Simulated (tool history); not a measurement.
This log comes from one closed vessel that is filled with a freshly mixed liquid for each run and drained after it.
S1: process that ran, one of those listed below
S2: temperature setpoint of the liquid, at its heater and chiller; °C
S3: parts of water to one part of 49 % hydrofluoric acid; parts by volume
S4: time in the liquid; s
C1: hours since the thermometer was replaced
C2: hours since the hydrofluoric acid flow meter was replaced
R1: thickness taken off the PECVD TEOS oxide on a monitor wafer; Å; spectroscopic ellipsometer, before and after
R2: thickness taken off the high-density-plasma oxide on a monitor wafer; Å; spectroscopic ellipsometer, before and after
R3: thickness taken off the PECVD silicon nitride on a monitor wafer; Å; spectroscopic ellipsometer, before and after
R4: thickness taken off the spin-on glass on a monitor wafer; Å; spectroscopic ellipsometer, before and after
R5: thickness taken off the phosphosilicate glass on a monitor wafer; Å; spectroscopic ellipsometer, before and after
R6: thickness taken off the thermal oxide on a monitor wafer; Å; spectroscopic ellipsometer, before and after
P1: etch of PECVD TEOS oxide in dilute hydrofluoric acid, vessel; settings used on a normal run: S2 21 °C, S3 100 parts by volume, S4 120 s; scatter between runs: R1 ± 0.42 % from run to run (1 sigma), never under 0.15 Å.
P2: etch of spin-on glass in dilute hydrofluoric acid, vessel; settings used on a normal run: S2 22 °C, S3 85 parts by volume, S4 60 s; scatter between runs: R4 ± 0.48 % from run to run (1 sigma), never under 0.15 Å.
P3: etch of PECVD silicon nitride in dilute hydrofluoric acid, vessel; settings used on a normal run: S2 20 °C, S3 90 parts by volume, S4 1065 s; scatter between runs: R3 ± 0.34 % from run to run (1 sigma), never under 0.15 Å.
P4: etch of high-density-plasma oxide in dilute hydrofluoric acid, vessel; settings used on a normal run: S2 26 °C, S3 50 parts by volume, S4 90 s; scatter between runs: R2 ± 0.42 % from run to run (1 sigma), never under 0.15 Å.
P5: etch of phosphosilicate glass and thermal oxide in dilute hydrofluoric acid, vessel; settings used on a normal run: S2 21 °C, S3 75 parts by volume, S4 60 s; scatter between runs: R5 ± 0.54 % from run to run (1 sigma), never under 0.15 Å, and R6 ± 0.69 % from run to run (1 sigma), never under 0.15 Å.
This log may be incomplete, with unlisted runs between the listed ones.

run 1 hour=4.7 | S1=P1 S2=21 S3=100 S4=120 | C1=198.8 C2=726.8 | R1=154.990
run 2 hour=8.6 | S1=P1 S2=21 S3=100 S4=120 | C1=202.7 C2=730.7 | R1=156.160
run 3 hour=13.3 | S1=P4 S2=26 S3=50 S4=30 | C1=207.4 C2=735.4 | R2=50.853
run 4 hour=19.4 | S1=P4 S2=26 S3=50 S4=90 | C1=213.5 C2=741.5 | R2=153.290
run 5 hour=25.9 | S1=P3 S2=20 S3=145 S4=1065 | C1=220.0 C2=748.0 | R3=93.128
run 6 hour=30.5 | S1=P2 S2=22 S3=85 S4=30 | C1=224.6 C2=752.6 | R4=79.873
run 7 hour=35.1 | S1=P1 S2=21 S3=150 S4=120 | C1=229.2 C2=757.2 | R1=97.701
run 8 hour=41.5 | S1=P1 S2=21 S3=100 S4=120 | C1=235.6 C2=763.6 | R1=154.250
run 9 hour=46.7 | S1=P3 S2=17 S3=90 S4=1065 | C1=240.8 C2=768.8 | R3=121.170
run 10 hour=52.5 | S1=P1 S2=21 S3=100 S4=120 | C1=246.6 C2=774.6 | R1=155.360
run 11 hour=59.2 | S1=P2 S2=22 S3=145 S4=60 | C1=253.3 C2=781.3 | R4=87.230
run 12 hour=65.5 | S1=P3 S2=20 S3=90 S4=1065 | C1=259.6 C2=787.6 | R3=149.060
run 13 hour=70.1 | S1=P5 S2=21 S3=140 S4=60 | C1=264.2 C2=792.2 | R5=456.01 R6=17.379
run 14 hour=73.9 | S1=P2 S2=17 S3=85 S4=60 | C1=268.0 C2=796.0 | R4=129.500
run 15 hour=77.5 | S1=P1 S2=25 S3=100 S4=120 | C1=271.6 C2=799.6 | R1=182.160
run 16 hour=83.6 | S1=P3 S2=20 S3=90 S4=1065 | C1=277.7 C2=805.7 | R3=149.120
run 17 hour=87.3 | S1=P4 S2=26 S3=20 S4=90 | C1=281.4 C2=809.4 | R2=400.880
run 18 hour=91.4 | S1=P1 S2=21 S3=100 S4=30 | C1=285.5 C2=813.5 | R1=38.982
run 19 hour=98.6 | S1=P5 S2=21 S3=75 S4=100 | C1=292.7 C2=820.7 | R5=1514.90 R6=58.141
run 20 hour=102.8 | S1=P1 S2=21 S3=100 S4=175 | C1=296.9 C2=824.9 | R1=226.110
run 21 hour=107.3 | S1=P5 S2=21 S3=75 S4=60 | C1=301.4 C2=829.4 | R5=907.20 R6=34.865
run 22 hour=111.3 | S1=P1 S2=27 S3=100 S4=50 | C1=305.4 C2=833.4 | R1=81.967
run 23 hour=115.3 | S1=P5 S2=21 S3=75 S4=60 | C1=309.4 C2=837.4 | R5=907.89 R6=35.220
run 24 hour=123.2 | S1=P5 S2=17 S3=75 S4=60 | C1=317.3 C2=845.3 | R5=769.96 R6=29.446
run 25 hour=127.8 | S1=P2 S2=22 S3=85 S4=60 | C1=321.9 C2=849.9 | R4=159.440
run 26 hour=131.5 | S1=P4 S2=26 S3=50 S4=90 | C1=325.6 C2=853.6 | R2=154.020
run 27 hour=138.4 | S1=P4 S2=33 S3=50 S4=90 | C1=332.5 C2=860.5 | R2=202.390
run 28 hour=144.4 | S1=P1 S2=17 S3=100 S4=120 | C1=338.5 C2=866.5 | R1=131.990
run 29 hour=150.9 | S1=P3 S2=20 S3=90 S4=2115 | C1=345.0 C2=873.0 | R3=296.090

Forecast run 30:
run 30 hour=156.5 | S1=P1 S2=21 S3=100 S4=120 | C1=350.6 C2=878.6 | R1=?

{"run 30": {"R1": 155.9}}
